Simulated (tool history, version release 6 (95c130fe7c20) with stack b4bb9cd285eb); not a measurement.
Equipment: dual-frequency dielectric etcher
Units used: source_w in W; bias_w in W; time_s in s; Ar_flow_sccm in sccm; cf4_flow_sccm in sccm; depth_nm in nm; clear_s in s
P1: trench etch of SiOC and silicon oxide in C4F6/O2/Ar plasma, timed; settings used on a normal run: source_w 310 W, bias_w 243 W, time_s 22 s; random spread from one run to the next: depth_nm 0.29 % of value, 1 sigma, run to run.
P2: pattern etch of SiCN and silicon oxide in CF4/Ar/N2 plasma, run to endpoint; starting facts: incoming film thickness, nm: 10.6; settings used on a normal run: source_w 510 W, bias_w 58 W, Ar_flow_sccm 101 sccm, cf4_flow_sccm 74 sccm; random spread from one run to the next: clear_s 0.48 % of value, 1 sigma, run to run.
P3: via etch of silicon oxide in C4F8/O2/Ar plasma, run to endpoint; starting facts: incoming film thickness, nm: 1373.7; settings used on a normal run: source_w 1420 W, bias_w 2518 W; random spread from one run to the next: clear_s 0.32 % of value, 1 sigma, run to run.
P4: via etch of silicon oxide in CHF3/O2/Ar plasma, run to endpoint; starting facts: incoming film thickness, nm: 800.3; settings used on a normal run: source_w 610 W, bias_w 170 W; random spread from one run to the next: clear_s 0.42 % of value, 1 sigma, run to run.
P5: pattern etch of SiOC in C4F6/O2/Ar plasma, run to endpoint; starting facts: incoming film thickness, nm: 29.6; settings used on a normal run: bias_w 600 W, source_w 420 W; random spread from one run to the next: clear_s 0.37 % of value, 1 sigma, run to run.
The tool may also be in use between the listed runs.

run	hour	process	source_w	bias_w	time_s	Ar_flow_sccm	cf4_flow_sccm	hours since the last wet clean	hours since the last source power generator calibration	hours since the last bias power generator calibration	depth_nm	clear_s
1	7.9	P1	310	243	22			249.9	314.6	1992.3	43.447	
2	17.3	P4	610	170				259.3	324	2001.7		413.31
3	28.8	P5	520	600				270.8	335.5	2013.2		8.5696
4	40	P2	510	38		101	74	282	346.7	2024.4		13.046
5	45.4	P5	420	356				287.4	352.1	2029.8		11.222
6	54.7	P1	200	243	22			296.7	361.4	2039.1	36.672	
7	65.3	P1	310	243	13			307.3	372	2049.7	25.626	
8	72.9	P2	510	58		101	96	314.9	379.6	2057.3		11.069
9	82.1	P4	610	103				324.1	388.8	2066.5		488.04
10	87.7	P1	310	159	22			329.7	394.4	2072.1	37.523	
11	97	P1	310	243	22			339	403.7	2081.4	43.281	
12	109.1	P2	510	58		101	74	351.1	415.8	2093.5		11.546
13	117.3	P1	310	243	22			359.3	424	2101.7	43.142	
14	128.4	P2	510	58		101	74	370.4	435.1	2112.8		11.46
15	135.3	P1	310	335	31			377.3	442	2119.7	68.11	
16	143.4	P4	460	170				385.4	450.1	2127.8		462.99
17	149.6	P1	310	294	28			391.6	456.3	2134	58.733	
18	156.8	P4	610	170				398.8	463.5	2141.2		416.98
19	162.6	P1	310	243	22			404.6	469.3	2147	43.176	
20	173	P1	410	243	22			415	479.7	2157.4	48.179	
21	179.3	P5	420	600				421.3	486	2163.7		9.3009
22	187.6	P3	1420	2518				429.6	494.3	2172		291.55
23	198.7	P2	320	58		101	74	440.7	505.4	2183.1		17.45
24	210	P2	510	58		134	74	452	516.7	2194.4		12.151
25	218.8	P1	310	243	28			460.8	525.5	2203.2	55.254	
# hour 223.2: wet clean of the chamber
26	229.3	P1	310	319	22			6.2	536	2213.7	47.603	
27	240.6	P3	1420	3343				17.5	547.3	2225		266.92
28	249.2	P1	400	243	16			26.1	555.9	2233.6	34.76	

Forecast run 29:
29	258	P3	890	2518				34.9	564.7	2242.4		?

clear_s: 350.52 s
